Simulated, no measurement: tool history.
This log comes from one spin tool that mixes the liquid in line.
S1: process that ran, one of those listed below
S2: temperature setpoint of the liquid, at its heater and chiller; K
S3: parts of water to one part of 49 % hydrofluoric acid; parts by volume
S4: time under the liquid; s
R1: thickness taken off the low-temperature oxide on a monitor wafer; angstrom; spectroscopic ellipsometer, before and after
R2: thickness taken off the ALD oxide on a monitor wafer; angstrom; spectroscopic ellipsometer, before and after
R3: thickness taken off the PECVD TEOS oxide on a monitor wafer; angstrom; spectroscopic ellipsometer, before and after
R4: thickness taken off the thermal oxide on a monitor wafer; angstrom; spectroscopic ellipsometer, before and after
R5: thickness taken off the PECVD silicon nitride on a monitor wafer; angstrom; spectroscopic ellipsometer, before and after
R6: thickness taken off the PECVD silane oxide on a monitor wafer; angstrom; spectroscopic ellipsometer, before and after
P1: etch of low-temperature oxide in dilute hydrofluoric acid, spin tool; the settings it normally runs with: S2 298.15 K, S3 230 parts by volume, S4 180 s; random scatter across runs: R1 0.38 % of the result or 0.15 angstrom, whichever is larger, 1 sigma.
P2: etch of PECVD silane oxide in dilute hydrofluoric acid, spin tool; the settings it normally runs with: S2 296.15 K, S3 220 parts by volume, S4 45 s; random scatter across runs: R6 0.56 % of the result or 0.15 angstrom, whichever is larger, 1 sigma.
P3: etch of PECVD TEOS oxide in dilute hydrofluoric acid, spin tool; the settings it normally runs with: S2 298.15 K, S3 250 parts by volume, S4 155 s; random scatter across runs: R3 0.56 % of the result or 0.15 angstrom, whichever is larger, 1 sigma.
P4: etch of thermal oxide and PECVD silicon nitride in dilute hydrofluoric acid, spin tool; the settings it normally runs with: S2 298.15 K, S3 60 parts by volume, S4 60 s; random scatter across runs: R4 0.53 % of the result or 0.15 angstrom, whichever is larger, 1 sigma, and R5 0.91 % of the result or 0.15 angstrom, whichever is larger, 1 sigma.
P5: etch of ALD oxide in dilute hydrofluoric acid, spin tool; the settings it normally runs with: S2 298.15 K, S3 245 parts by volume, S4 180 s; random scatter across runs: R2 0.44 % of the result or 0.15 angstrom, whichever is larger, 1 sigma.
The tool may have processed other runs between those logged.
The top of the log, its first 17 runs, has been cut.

run   hour  S1      S2   S3   S4      R1      R2      R3      R4      R5      R6
 18   99.1  P4  298.15   60   60                          53.842  29.026
 19  102.9  P3  298.15   90  155                  282.31
 20  110.6  P2  296.15  220   15                                          28.255
 21  114.5  P3  298.15  250  155                  86.119
 22    121  P5  298.15  245  180          144.66
 23  124.7  P3  298.15  250  245                  133.62
 24  128.9  P1  291.15  145  180  219.64
 25  134.8  P5  298.15  245  180          145.67
 26  141.7  P2  296.15  220   45                                          84.531
       143  -- hydrofluoric acid flow meter replaced
 27  148.1  P1  298.15  415  180  76.562
 28  153.9  P1  298.15   75  180  607.81
 29  159.7  P5  303.15  245  180          170.56
 30  166.1  P2  300.15  220   45                                          98.785
 31  170.7  P1  298.15  230  180  165.25
 32  176.4  P1  298.15  230  180   165.6
 33    183  P1  298.15  230  180  160.11
 34  186.7  P1  298.15  230  180   157.2
 35  192.9  P1  298.15  230  180  154.45
 36    197  P1  298.15  230  180  154.01

What does the tool deliver on the next run?
 37  203.8  P1  298.15  230  180   ?

{"run 37": {"R1": 153.54}}
